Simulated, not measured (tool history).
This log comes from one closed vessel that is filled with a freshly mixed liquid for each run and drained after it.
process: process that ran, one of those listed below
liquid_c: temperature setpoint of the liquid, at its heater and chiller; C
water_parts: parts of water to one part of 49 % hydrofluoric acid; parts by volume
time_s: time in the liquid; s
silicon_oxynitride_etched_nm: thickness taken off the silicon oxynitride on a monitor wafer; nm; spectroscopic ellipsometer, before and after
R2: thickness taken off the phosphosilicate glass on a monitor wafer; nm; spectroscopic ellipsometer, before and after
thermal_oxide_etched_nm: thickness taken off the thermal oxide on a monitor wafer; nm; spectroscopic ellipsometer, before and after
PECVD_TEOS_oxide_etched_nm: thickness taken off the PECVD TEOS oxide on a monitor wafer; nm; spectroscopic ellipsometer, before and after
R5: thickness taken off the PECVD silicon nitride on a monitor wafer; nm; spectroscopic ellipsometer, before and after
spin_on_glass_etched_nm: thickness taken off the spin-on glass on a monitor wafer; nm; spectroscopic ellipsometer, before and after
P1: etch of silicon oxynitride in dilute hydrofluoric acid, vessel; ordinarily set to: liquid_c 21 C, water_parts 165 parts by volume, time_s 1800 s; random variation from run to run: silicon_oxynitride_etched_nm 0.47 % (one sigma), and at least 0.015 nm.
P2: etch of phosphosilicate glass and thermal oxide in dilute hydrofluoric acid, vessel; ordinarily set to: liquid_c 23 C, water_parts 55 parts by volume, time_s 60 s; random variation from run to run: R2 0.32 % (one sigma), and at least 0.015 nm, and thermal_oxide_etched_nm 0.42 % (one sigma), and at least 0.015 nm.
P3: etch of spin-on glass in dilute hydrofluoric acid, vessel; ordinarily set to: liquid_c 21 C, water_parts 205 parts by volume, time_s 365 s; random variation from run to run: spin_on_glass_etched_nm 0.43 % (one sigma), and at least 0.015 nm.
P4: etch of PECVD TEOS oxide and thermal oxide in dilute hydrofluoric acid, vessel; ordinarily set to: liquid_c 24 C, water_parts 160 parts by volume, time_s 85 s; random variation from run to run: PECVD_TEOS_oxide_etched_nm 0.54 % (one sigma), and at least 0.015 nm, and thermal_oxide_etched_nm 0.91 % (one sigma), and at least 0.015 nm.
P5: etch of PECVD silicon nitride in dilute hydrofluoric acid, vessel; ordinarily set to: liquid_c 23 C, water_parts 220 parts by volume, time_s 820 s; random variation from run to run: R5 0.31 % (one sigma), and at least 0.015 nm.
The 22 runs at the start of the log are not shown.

run 23 hour=249 | process=P4 liquid_c=24 water_parts=30 time_s=85 | thermal_oxide_etched_nm=15.101 PECVD_TEOS_oxide_etched_nm=88.146
run 24 hour=261.2 | process=P1 liquid_c=26 water_parts=165 time_s=1800 | silicon_oxynitride_etched_nm=18.236
run 25 hour=268.2 | process=P1 liquid_c=21 water_parts=165 time_s=1800 | silicon_oxynitride_etched_nm=14.581
run 26 hour=281.9 | process=P3 liquid_c=21 water_parts=70 time_s=365 | spin_on_glass_etched_nm=94.828
run 27 hour=294.4 | process=P1 liquid_c=21 water_parts=165 time_s=3165 | silicon_oxynitride_etched_nm=25.634
run 28 hour=304.2 | process=P3 liquid_c=28.5 water_parts=205 time_s=365 | spin_on_glass_etched_nm=36.59
run 29 hour=317 | process=P2 liquid_c=23 water_parts=55 time_s=60 | R2=226.81 thermal_oxide_etched_nm=5.5349
run 30 hour=325.9 | process=P1 liquid_c=21 water_parts=235 time_s=1800 | silicon_oxynitride_etched_nm=9.7414
run 31 hour=334.1 | process=P5 liquid_c=23 water_parts=220 time_s=820 | R5=19.467
run 32 hour=345.3 | process=P1 liquid_c=26.5 water_parts=225 time_s=1800 | silicon_oxynitride_etched_nm=13.122
run 33 hour=359.3 | process=P1 liquid_c=17 water_parts=165 time_s=1800 | silicon_oxynitride_etched_nm=11.924
run 34 hour=373.4 | process=P1 liquid_c=25 water_parts=165 time_s=700 | silicon_oxynitride_etched_nm=6.7764
run 35 hour=385 | process=P1 liquid_c=21 water_parts=165 time_s=1800 | silicon_oxynitride_etched_nm=14.565
run 36 hour=397 | process=P1 liquid_c=21 water_parts=165 time_s=1800 | silicon_oxynitride_etched_nm=14.35
run 37 hour=406.9 | process=P1 liquid_c=21 water_parts=165 time_s=1800 | silicon_oxynitride_etched_nm=14.093
run 38 hour=420.2 | process=P1 liquid_c=21 water_parts=165 time_s=1800 | silicon_oxynitride_etched_nm=13.859
run 39 hour=435.3 | process=P1 liquid_c=21 water_parts=165 time_s=1800 | silicon_oxynitride_etched_nm=13.806

What does the tool deliver on the next run?
run 40 hour=442 | process=P1 liquid_c=21 water_parts=165 time_s=1800 | silicon_oxynitride_etched_nm=?

silicon_oxynitride_etched_nm: 13.655 nm
